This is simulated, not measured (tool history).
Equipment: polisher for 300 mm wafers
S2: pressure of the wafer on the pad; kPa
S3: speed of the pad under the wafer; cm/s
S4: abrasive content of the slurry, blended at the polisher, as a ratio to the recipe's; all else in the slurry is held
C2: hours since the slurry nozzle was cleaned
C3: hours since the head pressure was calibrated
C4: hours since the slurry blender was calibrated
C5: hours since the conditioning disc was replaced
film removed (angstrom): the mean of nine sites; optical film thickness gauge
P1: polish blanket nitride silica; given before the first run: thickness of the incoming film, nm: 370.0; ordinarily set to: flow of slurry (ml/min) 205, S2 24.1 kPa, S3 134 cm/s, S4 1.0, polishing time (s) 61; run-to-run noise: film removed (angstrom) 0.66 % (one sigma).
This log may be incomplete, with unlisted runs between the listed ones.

run 1 hour=6.2 | flow_of_slurry_(ml/min)=205 S2=24.1 S3=134 S4=1.0 polishing_time_(s)=61 | wafers_polished_on_this_pad=979 C2=309.3 C3=148.7 C4=60.6 C5=93.5 | film_removed_(angstrom)=416.27
run 2 hour=13.6 | flow_of_slurry_(ml/min)=205 S2=24.1 S3=78 S4=1.0 polishing_time_(s)=61 | wafers_polished_on_this_pad=1046 C2=316.7 C3=156.1 C4=68.0 C5=100.9 | film_removed_(angstrom)=270.14
run 3 hour=23.0 | flow_of_slurry_(ml/min)=205 S2=11.0 S3=134 S4=1.0 polishing_time_(s)=61 | wafers_polished_on_this_pad=1131 C2=326.1 C3=165.5 C4=77.4 C5=110.3 | film_removed_(angstrom)=187.41
run 4 hour=30.6 | flow_of_slurry_(ml/min)=275 S2=24.1 S3=134 S4=1.0 polishing_time_(s)=61 | wafers_polished_on_this_pad=1200 C2=333.7 C3=173.1 C4=85.0 C5=117.9 | film_removed_(angstrom)=426.59
-- hour=39.9 slurry nozzle cleaned
run 5 hour=44.0 | flow_of_slurry_(ml/min)=205 S2=24.1 S3=134 S4=1.0 polishing_time_(s)=61 | wafers_polished_on_this_pad=1321 C2=4.2 C3=186.5 C4=98.4 C5=131.3 | film_removed_(angstrom)=410.42
run 6 hour=50.4 | flow_of_slurry_(ml/min)=205 S2=24.1 S3=134 S4=1.0 polishing_time_(s)=61 | wafers_polished_on_this_pad=1379 C2=10.6 C3=192.9 C4=104.8 C5=137.7 | film_removed_(angstrom)=412.67
run 7 hour=61.1 | flow_of_slurry_(ml/min)=205 S2=24.1 S3=134 S4=1.0 polishing_time_(s)=92 | wafers_polished_on_this_pad=1476 C2=21.3 C3=203.6 C4=115.5 C5=148.4 | film_removed_(angstrom)=619.19
run 8 hour=69.8 | flow_of_slurry_(ml/min)=205 S2=24.1 S3=200 S4=1.0 polishing_time_(s)=61 | wafers_polished_on_this_pad=1555 C2=30.0 C3=212.3 C4=124.2 C5=157.1 | film_removed_(angstrom)=568.55
run 9 hour=77.5 | flow_of_slurry_(ml/min)=205 S2=33.1 S3=134 S4=1.0 polishing_time_(s)=61 | wafers_polished_on_this_pad=1625 C2=37.7 C3=220.0 C4=131.9 C5=164.8 | film_removed_(angstrom)=565.59
run 10 hour=83.8 | flow_of_slurry_(ml/min)=145 S2=24.1 S3=134 S4=1.0 polishing_time_(s)=61 | wafers_polished_on_this_pad=1682 C2=44.0 C3=226.3 C4=138.2 C5=171.1 | film_removed_(angstrom)=391.04
run 11 hour=97.0 | flow_of_slurry_(ml/min)=205 S2=24.1 S3=134 S4=1.0 polishing_time_(s)=61 | wafers_polished_on_this_pad=1802 C2=57.2 C3=239.5 C4=151.4 C5=184.3 | film_removed_(angstrom)=415.10
run 12 hour=111.1 | flow_of_slurry_(ml/min)=205 S2=24.1 S3=134 S4=0.7 polishing_time_(s)=61 | wafers_polished_on_this_pad=1929 C2=71.3 C3=253.6 C4=165.5 C5=198.4 | film_removed_(angstrom)=345.30
run 13 hour=121.1 | flow_of_slurry_(ml/min)=205 S2=24.1 S3=134 S4=1.0 polishing_time_(s)=42 | wafers_polished_on_this_pad=2020 C2=81.3 C3=263.6 C4=175.5 C5=208.4 | film_removed_(angstrom)=285.72
run 14 hour=131.2 | flow_of_slurry_(ml/min)=205 S2=24.1 S3=134 S4=1.5 polishing_time_(s)=61 | wafers_polished_on_this_pad=2112 C2=91.4 C3=273.7 C4=185.6 C5=218.5 | film_removed_(angstrom)=481.48
-- hour=132.6 conditioning disc replaced and pad reconditioned
run 15 hour=141.7 | flow_of_slurry_(ml/min)=125 S2=31.0 S3=134 S4=1.0 polishing_time_(s)=61 | wafers_polished_on_this_pad=2207 C2=101.9 C3=284.2 C4=196.1 C5=9.2 | film_removed_(angstrom)=485.11
run 16 hour=152.2 | flow_of_slurry_(ml/min)=205 S2=24.1 S3=134 S4=1.0 polishing_time_(s)=61 | wafers_polished_on_this_pad=2302 C2=112.4 C3=294.7 C4=206.6 C5=19.7 | film_removed_(angstrom)=408.08
run 17 hour=164.7 | flow_of_slurry_(ml/min)=205 S2=24.1 S3=134 S4=1.0 polishing_time_(s)=61 | wafers_polished_on_this_pad=2415 C2=124.9 C3=307.2 C4=219.1 C5=32.2 | film_removed_(angstrom)=413.58
run 18 hour=176.7 | flow_of_slurry_(ml/min)=205 S2=24.1 S3=134 S4=1.0 polishing_time_(s)=61 | wafers_polished_on_this_pad=2524 C2=136.9 C3=319.2 C4=231.1 C5=44.2 | film_removed_(angstrom)=383.62
run 19 hour=190.3 | flow_of_slurry_(ml/min)=205 S2=24.1 S3=134 S4=1.0 polishing_time_(s)=61 | wafers_polished_on_this_pad=2647 C2=150.5 C3=332.8 C4=244.7 C5=57.8 | film_removed_(angstrom)=370.68
-- hour=191.2 head pressure recalibrated
run 20 hour=197.1 | flow_of_slurry_(ml/min)=205 S2=24.1 S3=134 S4=1.0 polishing_time_(s)=61 | wafers_polished_on_this_pad=2709 C2=157.3 C3=5.9 C4=251.5 C5=64.6 | film_removed_(angstrom)=362.90
-- hour=201.2 conditioning disc replaced and pad reconditioned
-- hour=204.2 slurry nozzle cleaned
run 21 hour=205.9 | flow_of_slurry_(ml/min)=205 S2=24.1 S3=134 S4=1.0 polishing_time_(s)=61 | wafers_polished_on_this_pad=2789 C2=1.7 C3=14.7 C4=260.3 C5=4.7 | film_removed_(angstrom)=364.56
run 22 hour=213.9 | flow_of_slurry_(ml/min)=205 S2=24.1 S3=134 S4=1.0 polishing_time_(s)=61 | wafers_polished_on_this_pad=2861 C2=9.7 C3=22.7 C4=268.3 C5=12.7 | film_removed_(angstrom)=360.41
run 23 hour=220.2 | flow_of_slurry_(ml/min)=205 S2=24.1 S3=134 S4=1.0 polishing_time_(s)=61 | wafers_polished_on_this_pad=2918 C2=16.0 C3=29.0 C4=274.6 C5=19.0 | film_removed_(angstrom)=361.97

P1 has crept away from where it was. The log is fitted equally well by each of these 2 causes, at the sizes shown:
A: abrasive missing from the slurry, % = 23.9
B: removal rate lost through wear of the pad, % = 12.5
Onset of the creep was near hour 164.7.
What rules out each remaining cause:
slurry flow missing at the pad, %: serviced at hour 204.2, which brought nothing back
head's pressure below its setpoint, %: serviced at hour 191.2, which brought nothing back
time polished since the conditioner stopped cutting, s: serviced at hour 201.2, which brought nothing back

The list below offers 4 check runs, each averaging the results of 5 wafers, and shows each result as a question mark. For which of them would the listed causes give clearly different results?
run check 1 hour=226.5 | flow_of_slurry_(ml/min)=205 S2=13.8 S3=184 S4=1.0 polishing_time_(s)=61 | film_removed_(angstrom)=?
run check 2 hour=226.5 | flow_of_slurry_(ml/min)=205 S2=24.1 S3=170 S4=0.7 polishing_time_(s)=61 | film_removed_(angstrom)=?
run check 3 hour=226.5 | flow_of_slurry_(ml/min)=275 S2=24.1 S3=134 S4=1.0 polishing_time_(s)=92 | film_removed_(angstrom)=?
run check 4 hour=226.5 | flow_of_slurry_(ml/min)=205 S2=11.7 S3=134 S4=1.0 polishing_time_(s)=61 | film_removed_(angstrom)=?

What every check run would give for each of its results, assuming each possible cause in turn:
check=check_1 result=film_removed_(angstrom) if_A=265.38 if_B=265.36
check=check_2 result=film_removed_(angstrom) if_A=356.14 if_B=364.82
check=check_3 result=film_removed_(angstrom) if_A=561.68 if_B=561.63
check=check_4 result=film_removed_(angstrom) if_A=175.03 if_B=175.02
Minimum pairwise separation of causes per check, each pair taken at its best-separating result: check 1 0.01 %; check 2 2.41 %; check 3 0.01 %; check 4 0.01 %
The other checks would show nearly matching results whichever cause is true, so check 2 is the only one that separates the causes.

Running check 2 produced the following: film removed (angstrom) 357.02. Which one of the listed causes fits?

A is the cause: abrasive missing from the slurry, %.
